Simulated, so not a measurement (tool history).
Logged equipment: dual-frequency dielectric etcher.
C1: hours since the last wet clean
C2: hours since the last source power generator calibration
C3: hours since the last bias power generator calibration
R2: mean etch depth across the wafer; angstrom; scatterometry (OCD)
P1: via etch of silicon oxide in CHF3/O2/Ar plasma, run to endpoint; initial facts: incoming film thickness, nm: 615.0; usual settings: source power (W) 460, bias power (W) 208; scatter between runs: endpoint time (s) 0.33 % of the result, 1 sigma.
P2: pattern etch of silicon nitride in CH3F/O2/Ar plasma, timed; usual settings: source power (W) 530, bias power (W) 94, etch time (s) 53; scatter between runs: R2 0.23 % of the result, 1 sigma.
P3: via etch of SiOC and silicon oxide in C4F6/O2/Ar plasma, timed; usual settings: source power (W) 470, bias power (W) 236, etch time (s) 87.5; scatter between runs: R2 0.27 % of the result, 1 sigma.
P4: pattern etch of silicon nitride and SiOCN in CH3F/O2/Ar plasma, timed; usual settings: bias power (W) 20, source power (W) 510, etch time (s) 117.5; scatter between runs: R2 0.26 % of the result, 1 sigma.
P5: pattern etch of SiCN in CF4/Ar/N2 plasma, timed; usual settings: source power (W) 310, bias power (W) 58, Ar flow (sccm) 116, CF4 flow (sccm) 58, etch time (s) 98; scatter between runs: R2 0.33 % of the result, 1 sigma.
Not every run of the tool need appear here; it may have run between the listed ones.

run 1 hour=5.1 | process_that_ran=P1 source_power_(W)=460 bias_power_(W)=208 | C1=250.7 C2=1127.8 C3=1135.6 | endpoint_time_(s)=327.26
run 2 hour=10.5 | process_that_ran=P3 source_power_(W)=470 bias_power_(W)=236 etch_time_(s)=87.5 | C1=256.1 C2=1133.2 C3=1141 | R2=1117.3
run 3 hour=17.1 | process_that_ran=P2 source_power_(W)=530 bias_power_(W)=94 etch_time_(s)=71 | C1=262.7 C2=1139.8 C3=1147.6 | R2=594.89
run 4 hour=23.8 | process_that_ran=P3 source_power_(W)=470 bias_power_(W)=236 etch_time_(s)=87.5 | C1=269.4 C2=1146.5 C3=1154.3 | R2=1126.2
run 5 hour=29.3 | process_that_ran=P3 source_power_(W)=470 bias_power_(W)=236 etch_time_(s)=119.5 | C1=274.9 C2=1152 C3=1159.8 | R2=1533
run 6 hour=33.4 | process_that_ran=P1 source_power_(W)=460 bias_power_(W)=155 | C1=279 C2=1156.1 C3=1163.9 | endpoint_time_(s)=362.39
run 7 hour=39.1 | process_that_ran=P2 source_power_(W)=530 bias_power_(W)=94 etch_time_(s)=53 | C1=284.7 C2=1161.8 C3=1169.6 | R2=445.15
-- hour=41.9 wet clean of the chamber
run 8 hour=42.6 | process_that_ran=P3 source_power_(W)=470 bias_power_(W)=335 etch_time_(s)=87.5 | C1=0.8 C2=1165.3 C3=1173.1 | R2=1268.8
run 9 hour=46 | process_that_ran=P3 source_power_(W)=380 bias_power_(W)=236 etch_time_(s)=87.5 | C1=4.2 C2=1168.7 C3=1176.5 | R2=1035.4
run 10 hour=51 | process_that_ran=P1 source_power_(W)=460 bias_power_(W)=208 | C1=9.2 C2=1173.7 C3=1181.5 | endpoint_time_(s)=325.53
run 11 hour=56.7 | process_that_ran=P5 source_power_(W)=310 bias_power_(W)=58 etch_time_(s)=131 Ar_flow_(sccm)=116 CF4_flow_(sccm)=58 | C1=14.9 C2=1179.4 C3=1187.2 | R2=710.88
run 12 hour=60 | process_that_ran=P1 source_power_(W)=350 bias_power_(W)=208 | C1=18.2 C2=1182.7 C3=1190.5 | endpoint_time_(s)=364.75
run 13 hour=63.4 | process_that_ran=P1 source_power_(W)=460 bias_power_(W)=246 | C1=21.6 C2=1186.1 C3=1193.9 | endpoint_time_(s)=308.44
run 14 hour=67.5 | process_that_ran=P5 source_power_(W)=310 bias_power_(W)=58 etch_time_(s)=98 Ar_flow_(sccm)=90 CF4_flow_(sccm)=58 | C1=25.7 C2=1190.2 C3=1198 | R2=550.57
run 15 hour=72.4 | process_that_ran=P4 source_power_(W)=720 bias_power_(W)=20 etch_time_(s)=117.5 | C1=30.6 C2=1195.1 C3=1202.9 | R2=189.72
run 16 hour=76.8 | process_that_ran=P5 source_power_(W)=310 bias_power_(W)=58 etch_time_(s)=98 Ar_flow_(sccm)=116 CF4_flow_(sccm)=39 | C1=35 C2=1199.5 C3=1207.3 | R2=494.75
run 17 hour=83.5 | process_that_ran=P5 source_power_(W)=440 bias_power_(W)=58 etch_time_(s)=98 Ar_flow_(sccm)=116 CF4_flow_(sccm)=58 | C1=41.7 C2=1206.2 C3=1214 | R2=720.74
run 18 hour=89.4 | process_that_ran=P1 source_power_(W)=460 bias_power_(W)=208 | C1=47.6 C2=1212.1 C3=1219.9 | endpoint_time_(s)=327.6
run 19 hour=95.9 | process_that_ran=P1 source_power_(W)=650 bias_power_(W)=208 | C1=54.1 C2=1218.6 C3=1226.4 | endpoint_time_(s)=287.55
run 20 hour=100.5 | process_that_ran=P4 source_power_(W)=510 bias_power_(W)=20 etch_time_(s)=117.5 | C1=58.7 C2=1223.2 C3=1231 | R2=168.11
run 21 hour=105.4 | process_that_ran=P2 source_power_(W)=530 bias_power_(W)=63 etch_time_(s)=53 | C1=63.6 C2=1228.1 C3=1235.9 | R2=386.18
run 22 hour=109 | process_that_ran=P4 source_power_(W)=510 bias_power_(W)=20 etch_time_(s)=75.5 | C1=67.2 C2=1231.7 C3=1239.5 | R2=108.43
run 23 hour=112.4 | process_that_ran=P1 source_power_(W)=580 bias_power_(W)=159 | C1=70.6 C2=1235.1 C3=1242.9 | endpoint_time_(s)=329.13
-- hour=115.1 source power generator calibrated
run 24 hour=115.5 | process_that_ran=P2 source_power_(W)=720 bias_power_(W)=94 etch_time_(s)=53 | C1=73.7 C2=0.5 C3=1246 | R2=496.17
run 25 hour=120.9 | process_that_ran=P5 source_power_(W)=310 bias_power_(W)=78 etch_time_(s)=98 Ar_flow_(sccm)=116 CF4_flow_(sccm)=58 | C1=79.1 C2=5.9 C3=1251.4 | R2=590.32
run 26 hour=124.7 | process_that_ran=P1 source_power_(W)=460 bias_power_(W)=208 | C1=82.9 C2=9.7 C3=1255.2 | endpoint_time_(s)=328.58
run 27 hour=131 | process_that_ran=P5 source_power_(W)=310 bias_power_(W)=58 etch_time_(s)=98 Ar_flow_(sccm)=116 CF4_flow_(sccm)=58 | C1=89.2 C2=16 C3=1261.5 | R2=524.5
run 28 hour=134.3 | process_that_ran=P4 source_power_(W)=510 bias_power_(W)=26 etch_time_(s)=117.5 | C1=92.5 C2=19.3 C3=1264.8 | R2=188.47
run 29 hour=140.6 | process_that_ran=P1 source_power_(W)=460 bias_power_(W)=208 | C1=98.8 C2=25.6 C3=1271.1 | endpoint_time_(s)=326.99
run 30 hour=145.1 | process_that_ran=P1 source_power_(W)=460 bias_power_(W)=208 | C1=103.3 C2=30.1 C3=1275.6 | endpoint_time_(s)=327.06
run 31 hour=151.5 | process_that_ran=P1 source_power_(W)=460 bias_power_(W)=208 | C1=109.7 C2=36.5 C3=1282 | endpoint_time_(s)=324.12
run 32 hour=158.1 | process_that_ran=P1 source_power_(W)=460 bias_power_(W)=208 | C1=116.3 C2=43.1 C3=1288.6 | endpoint_time_(s)=321.66

The next listed run, before its measurement:
run 33 hour=162.5 | process_that_ran=P1 source_power_(W)=460 bias_power_(W)=208 | C1=120.7 C2=47.5 C3=1293 | endpoint_time_(s)=?

endpoint time (s): 322.2
